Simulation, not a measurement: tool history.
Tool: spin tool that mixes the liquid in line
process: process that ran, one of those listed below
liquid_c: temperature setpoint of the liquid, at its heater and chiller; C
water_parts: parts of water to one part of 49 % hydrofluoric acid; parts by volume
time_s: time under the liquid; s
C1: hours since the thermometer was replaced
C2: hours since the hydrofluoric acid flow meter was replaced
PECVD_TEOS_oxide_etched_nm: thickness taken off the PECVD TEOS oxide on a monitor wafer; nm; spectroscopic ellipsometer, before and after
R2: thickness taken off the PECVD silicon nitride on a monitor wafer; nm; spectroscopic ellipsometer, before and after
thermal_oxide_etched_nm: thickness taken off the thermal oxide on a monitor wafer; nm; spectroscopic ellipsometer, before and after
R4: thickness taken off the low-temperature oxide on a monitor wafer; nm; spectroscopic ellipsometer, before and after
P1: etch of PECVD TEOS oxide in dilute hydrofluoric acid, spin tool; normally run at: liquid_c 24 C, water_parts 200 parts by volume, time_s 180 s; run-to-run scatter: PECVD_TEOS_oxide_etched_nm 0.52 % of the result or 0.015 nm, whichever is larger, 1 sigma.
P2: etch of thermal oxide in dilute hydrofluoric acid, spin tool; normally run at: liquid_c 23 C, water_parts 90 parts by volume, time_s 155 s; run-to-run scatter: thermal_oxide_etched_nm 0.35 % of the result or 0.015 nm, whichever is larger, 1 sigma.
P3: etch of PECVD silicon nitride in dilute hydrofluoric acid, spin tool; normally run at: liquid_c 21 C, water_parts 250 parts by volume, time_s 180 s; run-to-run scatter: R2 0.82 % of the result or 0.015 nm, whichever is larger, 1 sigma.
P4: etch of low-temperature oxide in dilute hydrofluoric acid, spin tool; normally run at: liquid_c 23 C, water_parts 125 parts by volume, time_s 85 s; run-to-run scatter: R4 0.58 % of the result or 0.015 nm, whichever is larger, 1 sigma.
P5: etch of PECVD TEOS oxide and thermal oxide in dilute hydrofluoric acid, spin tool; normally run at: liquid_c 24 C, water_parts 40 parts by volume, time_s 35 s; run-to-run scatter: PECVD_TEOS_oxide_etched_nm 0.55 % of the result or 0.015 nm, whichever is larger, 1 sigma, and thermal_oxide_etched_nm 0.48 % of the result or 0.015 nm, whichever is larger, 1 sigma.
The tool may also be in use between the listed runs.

run 1 hour=14.1 | process=P1 liquid_c=24 water_parts=200 time_s=180 | C1=1443.6 C2=123.9 | PECVD_TEOS_oxide_etched_nm=16.223
run 2 hour=23.1 | process=P3 liquid_c=21 water_parts=375 time_s=180 | C1=1452.6 C2=132.9 | R2=1.9707
run 3 hour=37 | process=P3 liquid_c=21 water_parts=250 time_s=180 | C1=1466.5 C2=146.8 | R2=2.8872
run 4 hour=44.8 | process=P1 liquid_c=31 water_parts=200 time_s=180 | C1=1474.3 C2=154.6 | PECVD_TEOS_oxide_etched_nm=20.958
run 5 hour=54.9 | process=P1 liquid_c=17 water_parts=200 time_s=340 | C1=1484.4 C2=164.7 | PECVD_TEOS_oxide_etched_nm=23.619
run 6 hour=63.7 | process=P5 liquid_c=24 water_parts=40 time_s=15 | C1=1493.2 C2=173.5 | PECVD_TEOS_oxide_etched_nm=4.2995 thermal_oxide_etched_nm=1.9762
run 7 hour=75.9 | process=P3 liquid_c=29.5 water_parts=250 time_s=180 | C1=1505.4 C2=185.7 | R2=4.8903
run 8 hour=89.5 | process=P1 liquid_c=27.5 water_parts=335 time_s=180 | C1=1519 C2=199.3 | PECVD_TEOS_oxide_etched_nm=9.5406
run 9 hour=96.6 | process=P1 liquid_c=24 water_parts=200 time_s=180 | C1=1526.1 C2=206.4 | PECVD_TEOS_oxide_etched_nm=16.358
run 10 hour=105 | process=P4 liquid_c=17 water_parts=125 time_s=85 | C1=1534.5 C2=214.8 | R4=17.507
run 11 hour=116.6 | process=P4 liquid_c=23 water_parts=125 time_s=20 | C1=1546.1 C2=226.4 | R4=5.1474
run 12 hour=125.5 | process=P1 liquid_c=24 water_parts=315 time_s=180 | C1=1555 C2=235.3 | PECVD_TEOS_oxide_etched_nm=9.1545
run 13 hour=132.9 | process=P1 liquid_c=24 water_parts=200 time_s=180 | C1=1562.4 C2=242.7 | PECVD_TEOS_oxide_etched_nm=16.24
run 14 hour=142.4 | process=P2 liquid_c=23 water_parts=90 time_s=155 | C1=1571.9 C2=252.2 | thermal_oxide_etched_nm=8.3793
run 15 hour=152.2 | process=P4 liquid_c=23 water_parts=185 time_s=85 | C1=1581.7 C2=262 | R4=13.993
run 16 hour=160.3 | process=P3 liquid_c=21 water_parts=250 time_s=180 | C1=1589.8 C2=270.1 | R2=2.8918
run 17 hour=171.8 | process=P1 liquid_c=24 water_parts=200 time_s=80 | C1=1601.3 C2=281.6 | PECVD_TEOS_oxide_etched_nm=7.2834
-- hour=178.8 hydrofluoric acid flow meter replaced
run 18 hour=184.3 | process=P5 liquid_c=24 water_parts=40 time_s=35 | C1=1613.8 C2=5.5 | PECVD_TEOS_oxide_etched_nm=10.046 thermal_oxide_etched_nm=4.5991
run 19 hour=193.5 | process=P5 liquid_c=24 water_parts=40 time_s=35 | C1=1623 C2=14.7 | PECVD_TEOS_oxide_etched_nm=9.945 thermal_oxide_etched_nm=4.6319
run 20 hour=207.8 | process=P1 liquid_c=24 water_parts=200 time_s=180 | C1=1637.3 C2=29 | PECVD_TEOS_oxide_etched_nm=16.238
run 21 hour=222.3 | process=P4 liquid_c=23 water_parts=125 time_s=85 | C1=1651.8 C2=43.5 | R4=22.244
run 22 hour=236.8 | process=P5 liquid_c=17 water_parts=40 time_s=35 | C1=1666.3 C2=58 | PECVD_TEOS_oxide_etched_nm=7.5065 thermal_oxide_etched_nm=3.4205
run 23 hour=245.1 | process=P3 liquid_c=21 water_parts=250 time_s=15 | C1=1674.6 C2=66.3 | R2=0.25017
run 24 hour=257.7 | process=P1 liquid_c=19.5 water_parts=200 time_s=180 | C1=1687.2 C2=78.9 | PECVD_TEOS_oxide_etched_nm=13.768
run 25 hour=269.5 | process=P2 liquid_c=17 water_parts=90 time_s=155 | C1=1699 C2=90.7 | thermal_oxide_etched_nm=6.4859
run 26 hour=282.5 | process=P1 liquid_c=24 water_parts=200 time_s=180 | C1=1712 C2=103.7 | PECVD_TEOS_oxide_etched_nm=16.435
run 27 hour=289.9 | process=P1 liquid_c=24 water_parts=200 time_s=345 | C1=1719.4 C2=111.1 | PECVD_TEOS_oxide_etched_nm=31.031

Run 28 comes next. What will it give?
run 28 hour=301.4 | process=P1 liquid_c=24 water_parts=95 time_s=180 | C1=1730.9 C2=122.6 | PECVD_TEOS_oxide_etched_nm=?

PECVD_TEOS_oxide_etched_nm: 38.577 nm
